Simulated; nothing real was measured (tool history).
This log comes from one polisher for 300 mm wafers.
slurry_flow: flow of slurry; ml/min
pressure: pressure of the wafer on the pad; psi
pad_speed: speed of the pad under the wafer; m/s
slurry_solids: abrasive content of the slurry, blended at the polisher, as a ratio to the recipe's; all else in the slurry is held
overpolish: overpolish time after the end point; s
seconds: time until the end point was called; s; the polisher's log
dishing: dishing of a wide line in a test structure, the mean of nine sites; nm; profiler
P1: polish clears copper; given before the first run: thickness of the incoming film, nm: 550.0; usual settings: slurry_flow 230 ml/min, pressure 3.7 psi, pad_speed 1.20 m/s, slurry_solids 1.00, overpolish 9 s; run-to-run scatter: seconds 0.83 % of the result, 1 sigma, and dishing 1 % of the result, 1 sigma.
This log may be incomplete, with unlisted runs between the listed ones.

{"run": 1, "hour": 11.0, "slurry_flow": 230, "pressure": 3.7, "pad_speed": 1.2, "slurry_solids": 1.0, "overpolish": 9, "seconds": 149.76, "dishing": 18.807}
{"run": 2, "hour": 22.8, "slurry_flow": 230, "pressure": 3.7, "pad_speed": 1.68, "slurry_solids": 1.0, "overpolish": 9, "seconds": 105.94, "dishing": 23.214}
{"run": 3, "hour": 30.5, "slurry_flow": 140, "pressure": 3.7, "pad_speed": 1.2, "slurry_solids": 1.0, "overpolish": 9, "seconds": 161.95, "dishing": 17.472}
{"run": 4, "hour": 43.8, "slurry_flow": 230, "pressure": 3.7, "pad_speed": 1.2, "slurry_solids": 1.0, "overpolish": 4, "seconds": 150.19, "dishing": 10.009}
{"run": 5, "hour": 55.3, "slurry_flow": 320, "pressure": 3.7, "pad_speed": 1.2, "slurry_solids": 1.0, "overpolish": 9, "seconds": 145.76, "dishing": 18.874}
{"run": 6, "hour": 67.6, "slurry_flow": 230, "pressure": 3.7, "pad_speed": 1.2, "slurry_solids": 1.0, "overpolish": 17, "seconds": 150.07, "dishing": 27.462}
{"run": 7, "hour": 78.5, "slurry_flow": 230, "pressure": 3.7, "pad_speed": 1.2, "slurry_solids": 1.0, "overpolish": 9, "seconds": 151.23, "dishing": 18.589}
{"run": 8, "hour": 89.1, "slurry_flow": 230, "pressure": 3.7, "pad_speed": 1.2, "slurry_solids": 0.7, "overpolish": 9, "seconds": 161.96, "dishing": 17.604}
{"run": 9, "hour": 97.7, "slurry_flow": 230, "pressure": 3.7, "pad_speed": 1.48, "slurry_solids": 0.75, "overpolish": 9, "seconds": 128.53, "dishing": 20.795}
{"run": 10, "hour": 106.1, "slurry_flow": 230, "pressure": 3.7, "pad_speed": 1.2, "slurry_solids": 1.45, "overpolish": 9, "seconds": 139.81, "dishing": 19.794}
{"run": 11, "hour": 118.8, "slurry_flow": 230, "pressure": 3.7, "pad_speed": 1.2, "slurry_solids": 1.0, "overpolish": 9, "seconds": 150.68, "dishing": 18.549}
{"run": 12, "hour": 128.2, "slurry_flow": 230, "pressure": 3.7, "pad_speed": 0.58, "slurry_solids": 1.0, "overpolish": 9, "seconds": 310.1, "dishing": 10.764}
{"run": 13, "hour": 141.7, "slurry_flow": 230, "pressure": 3.7, "pad_speed": 1.2, "slurry_solids": 1.0, "overpolish": 9, "seconds": 150.79, "dishing": 18.879}
{"run": 14, "hour": 149.4, "slurry_flow": 230, "pressure": 2.4, "pad_speed": 1.2, "slurry_solids": 1.0, "overpolish": 9, "seconds": 232.04, "dishing": 13.51}
{"run": 15, "hour": 157.5, "slurry_flow": 230, "pressure": 2.1, "pad_speed": 0.86, "slurry_solids": 1.0, "overpolish": 9, "seconds": 369.44, "dishing": 9.1099}
{"run": 16, "hour": 164.0, "slurry_flow": 350, "pressure": 1.8, "pad_speed": 1.2, "slurry_solids": 1.0, "overpolish": 9, "seconds": 294.1, "dishing": 10.969}
{"hour": 168.9, "done": "head pressure recalibrated"}
{"run": 17, "hour": 177.8, "slurry_flow": 230, "pressure": 5.5, "pad_speed": 1.2, "slurry_solids": 1.0, "overpolish": 9, "seconds": 101.71, "dishing": 24.486}
{"run": 18, "hour": 184.6, "slurry_flow": 230, "pressure": 3.7, "pad_speed": 1.2, "slurry_solids": 1.0, "overpolish": 9, "seconds": 150.18, "dishing": 18.532}
{"run": 19, "hour": 193.4, "slurry_flow": 230, "pressure": 3.7, "pad_speed": 1.2, "slurry_solids": 1.0, "overpolish": 9, "seconds": 148.49, "dishing": 18.944}
{"run": 20, "hour": 201.8, "slurry_flow": 230, "pressure": 3.7, "pad_speed": 1.2, "slurry_solids": 1.0, "overpolish": 9, "seconds": 149.01, "dishing": 18.832}
{"run": 21, "hour": 213.0, "slurry_flow": 230, "pressure": 3.7, "pad_speed": 1.2, "slurry_solids": 1.0, "overpolish": 9, "seconds": 154.59, "dishing": 18.54}
{"run": 22, "hour": 220.8, "slurry_flow": 230, "pressure": 3.7, "pad_speed": 1.2, "slurry_solids": 1.0, "overpolish": 9, "seconds": 154.99, "dishing": 18.409}
{"hour": 234.7, "done": "head pressure recalibrated"}
{"run": 23, "hour": 234.8, "slurry_flow": 230, "pressure": 3.7, "pad_speed": 1.2, "slurry_solids": 1.0, "overpolish": 9, "seconds": 157.95, "dishing": 18.415}

Expected results for the next run?
{"run": 24, "hour": 243.0, "slurry_flow": 230, "pressure": 3.7, "pad_speed": 1.2, "slurry_solids": 1.0, "overpolish": 9, "seconds": "?", "dishing": "?"}

seconds: 159.17 s
dishing: 18.2530 nm
